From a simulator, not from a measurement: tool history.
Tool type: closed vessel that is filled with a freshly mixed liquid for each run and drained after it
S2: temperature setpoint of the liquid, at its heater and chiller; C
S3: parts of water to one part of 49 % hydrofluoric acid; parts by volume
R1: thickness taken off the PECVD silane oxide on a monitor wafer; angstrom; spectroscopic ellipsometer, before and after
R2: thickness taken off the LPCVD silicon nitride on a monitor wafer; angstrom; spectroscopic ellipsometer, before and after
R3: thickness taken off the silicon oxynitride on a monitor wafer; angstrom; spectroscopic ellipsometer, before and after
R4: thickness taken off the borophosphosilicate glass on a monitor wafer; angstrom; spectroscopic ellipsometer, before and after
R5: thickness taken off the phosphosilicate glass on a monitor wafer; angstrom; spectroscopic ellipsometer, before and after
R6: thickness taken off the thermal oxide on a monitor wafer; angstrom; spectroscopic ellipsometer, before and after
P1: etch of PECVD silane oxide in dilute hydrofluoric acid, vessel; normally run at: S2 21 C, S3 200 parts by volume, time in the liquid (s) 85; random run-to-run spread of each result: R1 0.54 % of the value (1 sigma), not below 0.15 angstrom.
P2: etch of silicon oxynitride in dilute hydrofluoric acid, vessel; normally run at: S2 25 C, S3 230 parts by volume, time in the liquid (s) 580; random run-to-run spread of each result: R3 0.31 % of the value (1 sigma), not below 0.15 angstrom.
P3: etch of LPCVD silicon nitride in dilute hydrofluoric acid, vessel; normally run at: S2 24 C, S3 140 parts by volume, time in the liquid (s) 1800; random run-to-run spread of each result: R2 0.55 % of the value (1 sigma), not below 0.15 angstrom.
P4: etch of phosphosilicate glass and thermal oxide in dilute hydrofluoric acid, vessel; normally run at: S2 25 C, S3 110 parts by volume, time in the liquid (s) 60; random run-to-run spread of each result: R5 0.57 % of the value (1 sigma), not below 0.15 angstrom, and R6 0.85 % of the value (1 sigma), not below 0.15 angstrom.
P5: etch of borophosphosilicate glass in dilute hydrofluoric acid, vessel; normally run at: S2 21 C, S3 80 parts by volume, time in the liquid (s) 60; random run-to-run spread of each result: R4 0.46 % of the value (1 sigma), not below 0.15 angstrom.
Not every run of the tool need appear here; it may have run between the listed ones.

Run 1, hour 13.7: process that ran P1, S2 21 C, S3 200 parts by volume, time in the liquid (s) 85. Result: R1 51.723 angstrom.
Run 2, hour 32.4: process that ran P3, S2 24 C, S3 140 parts by volume, time in the liquid (s) 1800. Result: R2 63.368 angstrom.
Run 3, hour 41.6: process that ran P3, S2 24 C, S3 140 parts by volume, time in the liquid (s) 1800. Result: R2 63.588 angstrom.
Run 4, hour 59: process that ran P2, S2 25 C, S3 230 parts by volume, time in the liquid (s) 235. Result: R3 33.36 angstrom.
Run 5, hour 68.6: process that ran P2, S2 25 C, S3 230 parts by volume, time in the liquid (s) 580. Result: R3 81.853 angstrom.
Run 6, hour 85.1: process that ran P1, S2 21 C, S3 200 parts by volume, time in the liquid (s) 85. Result: R1 51.642 angstrom.
Run 7, hour 95.8: process that ran P1, S2 21 C, S3 95 parts by volume, time in the liquid (s) 135. Result: R1 193.73 angstrom.
Run 8, hour 107.4: process that ran P1, S2 21 C, S3 200 parts by volume, time in the liquid (s) 30. Result: R1 18.212 angstrom.
Run 9, hour 122.7: process that ran P3, S2 24 C, S3 140 parts by volume, time in the liquid (s) 3560. Result: R2 126.24 angstrom.
Run 10, hour 131.5: process that ran P5, S2 28 C, S3 80 parts by volume, time in the liquid (s) 60. Result: R4 789.81 angstrom.
Run 11, hour 146.9: process that ran P5, S2 21 C, S3 80 parts by volume, time in the liquid (s) 30. Result: R4 297.16 angstrom.
Run 12, hour 157.6: process that ran P1, S2 21 C, S3 200 parts by volume, time in the liquid (s) 85. Result: R1 52.032 angstrom.
Run 13, hour 168.9: process that ran P1, S2 21 C, S3 200 parts by volume, time in the liquid (s) 85. Result: R1 51.076 angstrom.
Run 14, hour 186.8: process that ran P1, S2 21 C, S3 105 parts by volume, time in the liquid (s) 85. Result: R1 108.82 angstrom.
Run 15, hour 202.8: process that ran P5, S2 21 C, S3 80 parts by volume, time in the liquid (s) 60. Result: R4 592.09 angstrom.
Run 16, hour 219.7: process that ran P3, S2 31.5 C, S3 140 parts by volume, time in the liquid (s) 1800. Result: R2 102.64 angstrom.
Run 17, hour 236.8: process that ran P2, S2 25 C, S3 105 parts by volume, time in the liquid (s) 580. Result: R3 198.06 angstrom.
Run 18, hour 248.2: process that ran P4, S2 31.5 C, S3 110 parts by volume, time in the liquid (s) 60. Result: R5 563.22 angstrom, R6 35.628 angstrom.
Run 19, hour 259.4: process that ran P3, S2 24 C, S3 230 parts by volume, time in the liquid (s) 1800. Result: R2 38.732 angstrom.
Run 20, hour 270.7: process that ran P5, S2 21 C, S3 120 parts by volume, time in the liquid (s) 60. Result: R4 379.35 angstrom.
Run 21, hour 286.5: process that ran P1, S2 21 C, S3 200 parts by volume, time in the liquid (s) 145. Result: R1 88.144 angstrom.
Run 22, hour 295: process that ran P4, S2 25 C, S3 110 parts by volume, time in the liquid (s) 60. Result: R5 437.59 angstrom, R6 28.282 angstrom.
Run 23, hour 310.8: process that ran P4, S2 25 C, S3 110 parts by volume, time in the liquid (s) 90. Result: R5 658.74 angstrom, R6 41.487 angstrom.
At hour 318.7: thermometer replaced.
Run 24, hour 325.6: process that ran P1, S2 27 C, S3 200 parts by volume, time in the liquid (s) 85. Result: R1 63.966 angstrom.
Run 25, hour 338.4: process that ran P1, S2 21 C, S3 200 parts by volume, time in the liquid (s) 85. Result: R1 51.722 angstrom.
Run 26, hour 349: process that ran P2, S2 21 C, S3 230 parts by volume, time in the liquid (s) 580. Result: R3 68.506 angstrom.
Run 27, hour 362.6: process that ran P1, S2 21 C, S3 200 parts by volume, time in the liquid (s) 85. Result: R1 51.555 angstrom.
Run 28, hour 376.9: process that ran P1, S2 17 C, S3 200 parts by volume, time in the liquid (s) 85. Result: R1 44.419 angstrom.
Run 29, hour 395.3: process that ran P1, S2 21 C, S3 310 parts by volume, time in the liquid (s) 85. Result: R1 30.051 angstrom.
Run 30, hour 413.6: process that ran P4, S2 25 C, S3 60 parts by volume, time in the liquid (s) 60. Result: R5 859.79 angstrom, R6 54.449 angstrom.
Run 31, hour 432.5: process that ran P2, S2 25 C, S3 230 parts by volume, time in the liquid (s) 580. Result: R3 81.576 angstrom.
Run 32, hour 442: process that ran P1, S2 21 C, S3 200 parts by volume, time in the liquid (s) 85. Result: R1 51.425 angstrom.
Run 33, hour 458.9: process that ran P1, S2 21 C, S3 200 parts by volume, time in the liquid (s) 85. Result: R1 53.015 angstrom.

Run 34 has not been measured yet. What should we expect?
Run 34, hour 472.1: process that ran P1, S2 21 C, S3 200 parts by volume, time in the liquid (s) 85. Result: R1 ?.

Run 34 yielded R1 53.317 angstrom.

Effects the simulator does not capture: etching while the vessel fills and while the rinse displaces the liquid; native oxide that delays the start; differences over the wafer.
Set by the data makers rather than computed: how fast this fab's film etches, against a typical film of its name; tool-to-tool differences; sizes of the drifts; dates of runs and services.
